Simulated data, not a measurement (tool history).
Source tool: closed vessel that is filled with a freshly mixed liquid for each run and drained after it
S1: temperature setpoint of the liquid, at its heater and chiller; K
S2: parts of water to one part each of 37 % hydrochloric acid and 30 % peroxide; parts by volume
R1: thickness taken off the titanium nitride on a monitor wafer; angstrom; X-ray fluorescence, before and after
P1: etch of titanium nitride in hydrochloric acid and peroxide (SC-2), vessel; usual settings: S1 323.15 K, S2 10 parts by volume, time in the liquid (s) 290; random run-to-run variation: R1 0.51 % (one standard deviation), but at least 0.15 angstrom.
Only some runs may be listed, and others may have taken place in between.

run 1 hour=10.1 | S1=323.15 S2=10 time_in_the_liquid_(s)=290 | R1=132.4
run 2 hour=25.3 | S1=323.15 S2=4 time_in_the_liquid_(s)=290 | R1=265.98
run 3 hour=36.8 | S1=323.15 S2=10 time_in_the_liquid_(s)=80 | R1=36.481
run 4 hour=47.6 | S1=323.15 S2=5.5 time_in_the_liquid_(s)=550 | R1=407.74
run 5 hour=62.8 | S1=323.15 S2=10 time_in_the_liquid_(s)=290 | R1=132.31
run 6 hour=76 | S1=323.15 S2=10 time_in_the_liquid_(s)=290 | R1=133.17
run 7 hour=89.9 | S1=323.15 S2=10 time_in_the_liquid_(s)=575 | R1=262.66
run 8 hour=105.9 | S1=308.15 S2=10 time_in_the_liquid_(s)=290 | R1=47.107
run 9 hour=113.4 | S1=323.15 S2=10 time_in_the_liquid_(s)=290 | R1=131.89
run 10 hour=129.6 | S1=323.15 S2=17 time_in_the_liquid_(s)=290 | R1=83.794
run 11 hour=140.9 | S1=323.15 S2=17 time_in_the_liquid_(s)=145 | R1=41.942
run 12 hour=151.8 | S1=323.15 S2=10 time_in_the_liquid_(s)=290 | R1=132.67
run 13 hour=162.8 | S1=332.65 S2=10 time_in_the_liquid_(s)=290 | R1=245.09
run 14 hour=175.5 | S1=323.15 S2=10 time_in_the_liquid_(s)=290 | R1=133.45
run 15 hour=186.5 | S1=323.15 S2=10 time_in_the_liquid_(s)=290 | R1=133.28
run 16 hour=194.6 | S1=323.15 S2=10 time_in_the_liquid_(s)=290 | R1=136.19
run 17 hour=208.4 | S1=323.15 S2=10 time_in_the_liquid_(s)=290 | R1=141
run 18 hour=219.6 | S1=323.15 S2=10 time_in_the_liquid_(s)=290 | R1=141.55
run 19 hour=230.2 | S1=323.15 S2=10 time_in_the_liquid_(s)=290 | R1=143.6
run 20 hour=245.3 | S1=323.15 S2=10 time_in_the_liquid_(s)=290 | R1=143.47
run 21 hour=255.5 | S1=323.15 S2=10 time_in_the_liquid_(s)=290 | R1=143.53

What P1 gives has crept away from where it was. These 2 causes fit the log equally well, each at the size given:
A: liquid hotter than its thermometer reads (K) = 1.16
B: chemicals flow above the setpoint (%) = 9.7
The drift started at roughly hour 186.5.
Excluded causes, each with its reason:
peroxide weaker than its label (%): at most 8, giving a -7.4 % change in R1: too small, or against the direction of the creep

Consider the 4 check runs below, whose results appear as question marks and each of which averages 3 wafers. Which one distinguishes the causes, in that each cause would give it a clearly different result?
run check 1 hour=265.7 | S1=310.15 S2=10 time_in_the_liquid_(s)=145 | R1=?
run check 2 hour=265.7 | S1=308.15 S2=4 time_in_the_liquid_(s)=290 | R1=?
run check 3 hour=265.7 | S1=323.15 S2=10 time_in_the_liquid_(s)=545 | R1=?
run check 4 hour=265.7 | S1=323.15 S2=14 time_in_the_liquid_(s)=290 | R1=?

Check results expected under each cause:
check=check_1 result=R1 if_A=29.339 if_B=29.131
check=check_2 result=R1 if_A=101.55 if_B=99.153
check=check_3 result=R1 if_A=270.29 if_B=270.15
check=check_4 result=R1 if_A=107.87 if_B=108.24
Smallest distance between any two causes, each pair judged by its most separating result, in per cent: check 1 0.71 %; check 2 2.39 %; check 3 0.05 %; check 4 0.35 %
Only check 2 tells the causes apart: in the others they would give nearly the same result.

Then check 2 was run and gave: R1 101.67 angstrom. Which cause is it?

A is the cause: liquid hotter than its thermometer reads (K).
